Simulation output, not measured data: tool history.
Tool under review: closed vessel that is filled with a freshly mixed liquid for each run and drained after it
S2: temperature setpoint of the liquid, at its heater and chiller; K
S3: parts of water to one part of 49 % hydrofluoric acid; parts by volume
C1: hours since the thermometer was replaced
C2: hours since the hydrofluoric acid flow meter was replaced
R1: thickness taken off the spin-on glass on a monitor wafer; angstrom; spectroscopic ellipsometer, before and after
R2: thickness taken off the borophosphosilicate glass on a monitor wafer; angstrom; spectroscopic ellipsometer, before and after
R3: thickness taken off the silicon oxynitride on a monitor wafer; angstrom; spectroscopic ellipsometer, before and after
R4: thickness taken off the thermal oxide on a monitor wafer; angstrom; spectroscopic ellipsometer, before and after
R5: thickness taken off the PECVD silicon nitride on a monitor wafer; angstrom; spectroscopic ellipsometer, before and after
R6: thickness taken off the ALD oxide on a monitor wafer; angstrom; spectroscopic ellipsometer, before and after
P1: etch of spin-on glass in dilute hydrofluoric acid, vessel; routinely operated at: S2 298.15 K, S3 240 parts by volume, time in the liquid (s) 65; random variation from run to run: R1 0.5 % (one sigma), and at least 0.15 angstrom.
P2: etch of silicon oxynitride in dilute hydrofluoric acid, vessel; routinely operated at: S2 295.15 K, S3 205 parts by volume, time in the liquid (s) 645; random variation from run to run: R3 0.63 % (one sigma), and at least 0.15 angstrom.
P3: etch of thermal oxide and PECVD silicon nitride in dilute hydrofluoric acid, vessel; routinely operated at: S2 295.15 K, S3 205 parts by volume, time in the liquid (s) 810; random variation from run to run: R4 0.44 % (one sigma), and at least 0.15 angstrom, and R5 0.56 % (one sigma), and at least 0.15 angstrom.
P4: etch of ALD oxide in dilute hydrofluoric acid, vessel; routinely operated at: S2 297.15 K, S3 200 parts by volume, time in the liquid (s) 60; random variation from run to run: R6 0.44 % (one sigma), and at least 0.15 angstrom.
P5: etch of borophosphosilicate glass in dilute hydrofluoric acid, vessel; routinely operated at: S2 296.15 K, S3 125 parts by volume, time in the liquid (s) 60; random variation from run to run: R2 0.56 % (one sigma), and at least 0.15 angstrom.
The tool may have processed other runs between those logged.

run 1 day=0.338 | process_that_ran=P1 S2=298.15 S3=240 time_in_the_liquid_(s)=65 | C1=1805.7 C2=152.2 | R1=131.3
run 2 day=0.883 | process_that_ran=P5 S2=296.15 S3=185 time_in_the_liquid_(s)=60 | C1=1818.8 C2=165.3 | R2=122.7
run 3 day=1.292 | process_that_ran=P2 S2=295.15 S3=205 time_in_the_liquid_(s)=75 | C1=1828.6 C2=175.1 | R3=5.5543
run 4 day=2.029 | process_that_ran=P5 S2=303.65 S3=125 time_in_the_liquid_(s)=60 | C1=1846.3 C2=192.8 | R2=255.49
run 5 day=2.554 | process_that_ran=P1 S2=298.15 S3=240 time_in_the_liquid_(s)=65 | C1=1858.9 C2=205.4 | R1=132.53
run 6 day=3.229 | process_that_ran=P2 S2=295.15 S3=205 time_in_the_liquid_(s)=645 | C1=1875.1 C2=221.6 | R3=46.925
run 7 day=3.596 | process_that_ran=P1 S2=298.15 S3=240 time_in_the_liquid_(s)=65 | C1=1883.9 C2=230.4 | R1=131.54
run 8 day=3.983 | process_that_ran=P5 S2=296.15 S3=125 time_in_the_liquid_(s)=60 | C1=1893.2 C2=239.7 | R2=191.72
run 9 day=4.7 | process_that_ran=P2 S2=295.15 S3=205 time_in_the_liquid_(s)=645 | C1=1910.4 C2=256.9 | R3=46.765
run 10 day=5.308 | process_that_ran=P3 S2=301.65 S3=205 time_in_the_liquid_(s)=810 | C1=1925 C2=271.5 | R4=201.91 R5=191.49
run 11 day=5.712 | process_that_ran=P1 S2=305.15 S3=240 time_in_the_liquid_(s)=65 | C1=1934.7 C2=281.2 | R1=166.93
run 12 day=6.133 | process_that_ran=P4 S2=292.15 S3=200 time_in_the_liquid_(s)=60 | C1=1944.8 C2=291.3 | R6=61.107
run 13 day=6.525 | process_that_ran=P1 S2=298.15 S3=355 time_in_the_liquid_(s)=65 | C1=1954.2 C2=300.7 | R1=79.005
run 14 day=7.104 | process_that_ran=P3 S2=295.15 S3=360 time_in_the_liquid_(s)=810 | C1=1968.1 C2=314.6 | R4=78.692 R5=73.008
run 15 day=7.546 | process_that_ran=P4 S2=297.15 S3=200 time_in_the_liquid_(s)=60 | C1=1978.7 C2=325.2 | R6=74.855
run 16 day=8.2 | process_that_ran=P3 S2=295.15 S3=205 time_in_the_liquid_(s)=810 | C1=1994.4 C2=340.9 | R4=159.11 R5=127.54
run 17 day=8.788 | process_that_ran=P2 S2=295.15 S3=360 time_in_the_liquid_(s)=645 | C1=2008.5 C2=355 | R3=23.91
-- day=8.917 hydrofluoric acid flow meter replaced
run 18 day=9.538 | process_that_ran=P2 S2=301.15 S3=205 time_in_the_liquid_(s)=645 | C1=2026.5 C2=15 | R3=60.87
run 19 day=10.271 | process_that_ran=P1 S2=298.15 S3=240 time_in_the_liquid_(s)=65 | C1=2044.1 C2=32.6 | R1=132.59
run 20 day=10.829 | process_that_ran=P1 S2=298.15 S3=240 time_in_the_liquid_(s)=65 | C1=2057.5 C2=46 | R1=131.89
run 21 day=11.175 | process_that_ran=P4 S2=297.15 S3=200 time_in_the_liquid_(s)=35 | C1=2065.8 C2=54.3 | R6=43.066
run 22 day=11.554 | process_that_ran=P1 S2=292.65 S3=240 time_in_the_liquid_(s)=35 | C1=2074.9 C2=63.4 | R1=58.089
run 23 day=12.321 | process_that_ran=P5 S2=296.15 S3=125 time_in_the_liquid_(s)=115 | C1=2093.3 C2=81.8 | R2=366.54
run 24 day=12.779 | process_that_ran=P1 S2=304.15 S3=400 time_in_the_liquid_(s)=65 | C1=2104.3 C2=92.8 | R1=81.318
run 25 day=13.308 | process_that_ran=P4 S2=297.15 S3=360 time_in_the_liquid_(s)=60 | C1=2117 C2=105.5 | R6=35.379
run 26 day=13.992 | process_that_ran=P1 S2=305.15 S3=240 time_in_the_liquid_(s)=30 | C1=2133.4 C2=121.9 | R1=77.278
run 27 day=14.492 | process_that_ran=P1 S2=298.15 S3=240 time_in_the_liquid_(s)=30 | C1=2145.4 C2=133.9 | R1=61.462
run 28 day=14.85 | process_that_ran=P1 S2=292.65 S3=240 time_in_the_liquid_(s)=65 | C1=2154 C2=142.5 | R1=107.41
run 29 day=15.379 | process_that_ran=P3 S2=295.15 S3=205 time_in_the_liquid_(s)=80 | C1=2166.7 C2=155.2 | R4=15.798 R5=12.663
run 30 day=15.904 | process_that_ran=P1 S2=298.15 S3=115 time_in_the_liquid_(s)=65 | C1=2179.3 C2=167.8 | R1=317.09
run 31 day=16.308 | process_that_ran=P1 S2=298.15 S3=240 time_in_the_liquid_(s)=110 | C1=2189 C2=177.5 | R1=223.13
run 32 day=16.858 | process_that_ran=P1 S2=298.15 S3=240 time_in_the_liquid_(s)=65 | C1=2202.2 C2=190.7 | R1=131.49
run 33 day=17.304 | process_that_ran=P1 S2=298.15 S3=240 time_in_the_liquid_(s)=65 | C1=2212.9 C2=201.4 | R1=130.94
run 34 day=17.846 | process_that_ran=P1 S2=298.15 S3=240 time_in_the_liquid_(s)=65 | C1=2225.9 C2=214.4 | R1=126.88
run 35 day=18.6 | process_that_ran=P1 S2=298.15 S3=240 time_in_the_liquid_(s)=65 | C1=2244 C2=232.5 | R1=125.19
run 36 day=19.271 | process_that_ran=P1 S2=298.15 S3=240 time_in_the_liquid_(s)=65 | C1=2260.1 C2=248.6 | R1=124.31
run 37 day=19.633 | process_that_ran=P1 S2=298.15 S3=240 time_in_the_liquid_(s)=65 | C1=2268.8 C2=257.3 | R1=123.62
run 38 day=20.304 | process_that_ran=P1 S2=298.15 S3=240 time_in_the_liquid_(s)=65 | C1=2284.9 C2=273.4 | R1=124.6
run 39 day=20.938 | process_that_ran=P1 S2=298.15 S3=240 time_in_the_liquid_(s)=65 | C1=2300.1 C2=288.6 | R1=122.48
run 40 day=21.512 | process_that_ran=P1 S2=298.15 S3=240 time_in_the_liquid_(s)=65 | C1=2313.9 C2=302.4 | R1=122.43
run 41 day=22.096 | process_that_ran=P1 S2=298.15 S3=240 time_in_the_liquid_(s)=65 | C1=2327.9 C2=316.4 | R1=123.26
run 42 day=22.488 | process_that_ran=P1 S2=298.15 S3=240 time_in_the_liquid_(s)=65 | C1=2337.3 C2=325.8 | R1=123.07

The log shows P1 creeping away from where it was. Any of the 2 causes listed here, at the size stated for it, fits the log just as well as the others:
A: hydrofluoric acid flow below the setpoint (%) = 5.18
B: liquid colder than its thermometer reads (K) = 1.86
The creep began at about day 16.858.

Below are 4 check runs, each on a single wafer, with their results shown as question marks. Which of them would tell the listed causes apart, meaning the causes would give clearly different results under it?
run check 1 day=22.879 | process_that_ran=P3 S2=299.65 S3=305 time_in_the_liquid_(s)=810 | R4=? R5=?
run check 2 day=22.879 | process_that_ran=P5 S2=296.15 S3=170 time_in_the_liquid_(s)=60 | R2=?
run check 3 day=22.879 | process_that_ran=P4 S2=297.15 S3=355 time_in_the_liquid_(s)=60 | R6=?
run check 4 day=22.879 | process_that_ran=P2 S2=295.15 S3=315 time_in_the_liquid_(s)=645 | R3=?

Check results expected under each cause:
check=check_1 result=R4 if_A=105.47 if_B=106.2
check=check_1 result=R5 if_A=107.9 if_B=101.82
check=check_2 result=R2 if_A=126.22 if_B=125.18
check=check_3 result=R6 if_A=33.492 if_B=33.749
check=check_4 result=R3 if_A=26.583 if_B=26.137
Minimum pairwise separation of causes per check, each pair taken at its best-separating result: check 1 5.8 %; check 2 0.83 %; check 3 0.76 %; check 4 1.69 %
Of the check runs offered, only check 1 discriminates between the causes; the rest would read about the same regardless of which cause applies.

After running check 1, the following was obtained: R4 105.51 angstrom; R5 107.91 angstrom. Which cause does this point to?

The cause is A: hydrofluoric acid flow below the setpoint (%).

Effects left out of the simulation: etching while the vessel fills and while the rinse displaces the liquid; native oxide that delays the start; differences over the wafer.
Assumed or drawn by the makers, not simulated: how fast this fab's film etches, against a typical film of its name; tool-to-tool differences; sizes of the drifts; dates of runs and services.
